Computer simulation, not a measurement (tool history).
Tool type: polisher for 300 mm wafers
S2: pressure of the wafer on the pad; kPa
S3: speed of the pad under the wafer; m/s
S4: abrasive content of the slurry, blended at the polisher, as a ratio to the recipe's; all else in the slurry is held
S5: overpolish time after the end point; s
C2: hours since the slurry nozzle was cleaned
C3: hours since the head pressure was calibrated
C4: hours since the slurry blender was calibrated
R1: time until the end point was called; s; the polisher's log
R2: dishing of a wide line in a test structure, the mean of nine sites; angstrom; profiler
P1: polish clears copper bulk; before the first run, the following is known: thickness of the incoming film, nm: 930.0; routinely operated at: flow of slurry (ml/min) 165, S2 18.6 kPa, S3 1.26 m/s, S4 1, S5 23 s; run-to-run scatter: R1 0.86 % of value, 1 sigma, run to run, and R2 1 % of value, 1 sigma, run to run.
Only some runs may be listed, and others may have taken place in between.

Run 1, hour 7.9: flow of slurry (ml/min) 165, S2 18.6 kPa, S3 1.26 m/s, S4 1, S5 23 s; wafers polished on this pad 616; C2 291.9; C3 90; C4 117. Result: R1 98.977 s, R2 645.1 angstrom.
Run 2, hour 23.5: flow of slurry (ml/min) 165, S2 8.3 kPa, S3 1.26 m/s, S4 1, S5 23 s; wafers polished on this pad 692; C2 307.5; C3 105.6; C4 132.6. Result: R1 225.25 s, R2 414.84 angstrom.
Run 3, hour 33.5: flow of slurry (ml/min) 165, S2 18.6 kPa, S3 1.26 m/s, S4 0.7, S5 7 s; wafers polished on this pad 740; C2 317.5; C3 115.6; C4 142.6. Result: R1 105.47 s, R2 343.77 angstrom.
Run 4, hour 43.1: flow of slurry (ml/min) 165, S2 26.9 kPa, S3 1.26 m/s, S4 1, S5 23 s; wafers polished on this pad 787; C2 327.1; C3 125.2; C4 152.2. Result: R1 68.964 s, R2 741.37 angstrom.
Run 5, hour 58.2: flow of slurry (ml/min) 235, S2 18.6 kPa, S3 0.72 m/s, S4 1, S5 23 s; wafers polished on this pad 860; C2 342.2; C3 140.3; C4 167.3. Result: R1 166.49 s, R2 537.14 angstrom.
Run 6, hour 69.4: flow of slurry (ml/min) 165, S2 18.6 kPa, S3 1.26 m/s, S4 1, S5 9 s; wafers polished on this pad 914; C2 353.4; C3 151.5; C4 178.5. Result: R1 98.915 s, R2 420.5 angstrom.
Run 7, hour 77.9: flow of slurry (ml/min) 165, S2 18.6 kPa, S3 1.26 m/s, S4 1, S5 23 s; wafers polished on this pad 955; C2 361.9; C3 160; C4 187. Result: R1 98.482 s, R2 638.97 angstrom.
Run 8, hour 87.9: flow of slurry (ml/min) 165, S2 18.6 kPa, S3 1.26 m/s, S4 1, S5 23 s; wafers polished on this pad 1004; C2 371.9; C3 170; C4 197. Result: R1 99.955 s, R2 643.61 angstrom.
Run 9, hour 99.8: flow of slurry (ml/min) 165, S2 18.6 kPa, S3 1.26 m/s, S4 1, S5 23 s; wafers polished on this pad 1061; C2 383.8; C3 181.9; C4 208.9. Result: R1 98.124 s, R2 646.11 angstrom.
Run 10, hour 115: flow of slurry (ml/min) 165, S2 18.6 kPa, S3 1.26 m/s, S4 1, S5 23 s; wafers polished on this pad 1135; C2 399; C3 197.1; C4 224.1. Result: R1 97.863 s, R2 645.85 angstrom.
Run 11, hour 128.7: flow of slurry (ml/min) 165, S2 18.6 kPa, S3 1.26 m/s, S4 1, S5 23 s; wafers polished on this pad 1201; C2 412.7; C3 210.8; C4 237.8. Result: R1 98.781 s, R2 644.78 angstrom.
Run 12, hour 140.8: flow of slurry (ml/min) 165, S2 18.6 kPa, S3 1.26 m/s, S4 0.7, S5 23 s; wafers polished on this pad 1260; C2 424.8; C3 222.9; C4 249.9. Result: R1 106.94 s, R2 623.12 angstrom.
Run 13, hour 150.5: flow of slurry (ml/min) 165, S2 18.6 kPa, S3 1.26 m/s, S4 1, S5 23 s; wafers polished on this pad 1307; C2 434.5; C3 232.6; C4 259.6. Result: R1 100 s, R2 644.63 angstrom.
Run 14, hour 163.1: flow of slurry (ml/min) 165, S2 18.6 kPa, S3 1.26 m/s, S4 1, S5 45 s; wafers polished on this pad 1368; C2 447.1; C3 245.2; C4 272.2. Result: R1 98.958 s, R2 704.17 angstrom.
At hour 164.6: slurry blender recalibrated.
Run 15, hour 178.5: flow of slurry (ml/min) 255, S2 18.6 kPa, S3 1.26 m/s, S4 1, S5 23 s; wafers polished on this pad 1442; C2 462.5; C3 260.6; C4 13.9. Result: R1 93.367 s, R2 654.96 angstrom.
Run 16, hour 191.6: flow of slurry (ml/min) 165, S2 18.6 kPa, S3 1.78 m/s, S4 1, S5 23 s; wafers polished on this pad 1506; C2 475.6; C3 273.7; C4 27. Result: R1 70.561 s, R2 680.82 angstrom.
Run 17, hour 208.5: flow of slurry (ml/min) 165, S2 25.5 kPa, S3 1.66 m/s, S4 1, S5 23 s; wafers polished on this pad 1588; C2 492.5; C3 290.6; C4 43.9. Result: R1 54.007 s, R2 731.68 angstrom.
Run 18, hour 223: flow of slurry (ml/min) 100, S2 18.6 kPa, S3 1.26 m/s, S4 1, S5 23 s; wafers polished on this pad 1658; C2 507; C3 305.1; C4 58.4. Result: R1 108.64 s, R2 625.06 angstrom.
Run 19, hour 236.8: flow of slurry (ml/min) 165, S2 18.6 kPa, S3 0.58 m/s, S4 1, S5 23 s; wafers polished on this pad 1725; C2 520.8; C3 318.9; C4 72.2. Result: R1 212.86 s, R2 469.88 angstrom.
Run 20, hour 252.7: flow of slurry (ml/min) 165, S2 18.6 kPa, S3 1.26 m/s, S4 1.35, S5 23 s; wafers polished on this pad 1802; C2 536.7; C3 334.8; C4 88.1. Result: R1 91.284 s, R2 661.95 angstrom.
Run 21, hour 261.1: flow of slurry (ml/min) 165, S2 18.6 kPa, S3 1.26 m/s, S4 1, S5 23 s; wafers polished on this pad 1842; C2 545.1; C3 343.2; C4 96.5. Result: R1 98.79 s, R2 639.67 angstrom.
Run 22, hour 270.3: flow of slurry (ml/min) 165, S2 18.6 kPa, S3 1.26 m/s, S4 1, S5 23 s; wafers polished on this pad 1887; C2 554.3; C3 352.4; C4 105.7. Result: R1 101.91 s, R2 634.97 angstrom.
Run 23, hour 277.9: flow of slurry (ml/min) 165, S2 18.6 kPa, S3 1.26 m/s, S4 1, S5 23 s; wafers polished on this pad 1924; C2 561.9; C3 360; C4 113.3. Result: R1 102.28 s, R2 632.54 angstrom.
Run 24, hour 291: flow of slurry (ml/min) 165, S2 18.6 kPa, S3 1.26 m/s, S4 1, S5 23 s; wafers polished on this pad 1987; C2 575; C3 373.1; C4 126.4. Result: R1 104.67 s, R2 627.11 angstrom.
Run 25, hour 301.5: flow of slurry (ml/min) 165, S2 18.6 kPa, S3 1.26 m/s, S4 1, S5 23 s; wafers polished on this pad 2038; C2 585.5; C3 383.6; C4 136.9. Result: R1 105.64 s, R2 634.67 angstrom.
Run 26, hour 313.1: flow of slurry (ml/min) 165, S2 18.6 kPa, S3 1.26 m/s, S4 1, S5 23 s; wafers polished on this pad 2094; C2 597.1; C3 395.2; C4 148.5. Result: R1 107.59 s, R2 640.73 angstrom.
At hour 317.5: head pressure recalibrated.
Run 27, hour 327.6: flow of slurry (ml/min) 165, S2 18.6 kPa, S3 1.26 m/s, S4 1, S5 23 s; wafers polished on this pad 2164; C2 611.6; C3 10.1; C4 163. Result: R1 107.59 s, R2 636.55 angstrom.
At hour 336: slurry blender recalibrated.
Run 28, hour 340.1: flow of slurry (ml/min) 165, S2 18.6 kPa, S3 1.26 m/s, S4 1, S5 23 s; wafers polished on this pad 2225; C2 624.1; C3 22.6; C4 4.1. Result: R1 107.6 s, R2 614.87 angstrom.
Run 29, hour 354.4: flow of slurry (ml/min) 165, S2 18.6 kPa, S3 1.26 m/s, S4 1, S5 23 s; wafers polished on this pad 2294; C2 638.4; C3 36.9; C4 18.4. Result: R1 108.88 s, R2 635.75 angstrom.
Run 30, hour 370.3: flow of slurry (ml/min) 165, S2 18.6 kPa, S3 1.26 m/s, S4 1, S5 23 s; wafers polished on this pad 2371; C2 654.3; C3 52.8; C4 34.3. Result: R1 107.96 s, R2 633.46 angstrom.

The output of P1 has drifted from where it used to be. Each of the 2 causes below, taken at the size shown beside it, accounts for the log equally well:
A: slurry flow missing at the pad, % = 38.5
B: removal rate lost through wear of the pad, % = 9.18
Creep in the process output first set in at about hour 261.1.
The rest of the possible causes, and what rules out each one:
head's pressure below its setpoint, %: its service at hour 317.5 followed the start of the drift and did not put the process back to its old value
abrasive missing from the slurry, %: its service at hour 336 followed the start of the drift and did not put the process back to its old value

The list below offers 4 check runs, each averaging the results of 3 wafers, and shows each result as a question mark. For which of them would the listed causes give clearly different results?
Run check 1, hour 386.2: flow of slurry (ml/min) 115, S2 18.6 kPa, S3 1.26 m/s, S4 1, S5 37 s. Result: R1 ?, R2 ?.
Run check 2, hour 386.2: flow of slurry (ml/min) 165, S2 18.6 kPa, S3 0.6 m/s, S4 1, S5 38 s. Result: R1 ?, R2 ?.
Run check 3, hour 386.2: flow of slurry (ml/min) 165, S2 18.6 kPa, S3 1.26 m/s, S4 0.85, S5 23 s. Result: R1 ?, R2 ?.
Run check 4, hour 386.2: flow of slurry (ml/min) 165, S2 24.8 kPa, S3 1.26 m/s, S4 1.25, S5 23 s. Result: R1 ?, R2 ?.

Check results expected under each cause:
  check  result    if A    if B
check 1      R1  120.52  116.22
check 1      R2  678.38  681.86
check 2      R1  228.17  228.18
check 2      R2  577.89  577.88
check 3      R1  112.46  112.47
check 3      R2  620.08  620.07
check 4      R1  77.635  77.639
check 4      R2  711.48  711.47
Per check, the gap between the least separated pair of causes, taken in the result that splits them most: check 1 3.63 %; check 2 0.01 %; check 3 0.01 %; check 4 0.01 %
The causes can be told apart only by check 1. The other checks would give nearly the same results under each of them.

Running check 1 produced the following: R1 119.88 s; R2 681.9 angstrom. Which one of the listed causes fits?

It is A: slurry flow missing at the pad, %.

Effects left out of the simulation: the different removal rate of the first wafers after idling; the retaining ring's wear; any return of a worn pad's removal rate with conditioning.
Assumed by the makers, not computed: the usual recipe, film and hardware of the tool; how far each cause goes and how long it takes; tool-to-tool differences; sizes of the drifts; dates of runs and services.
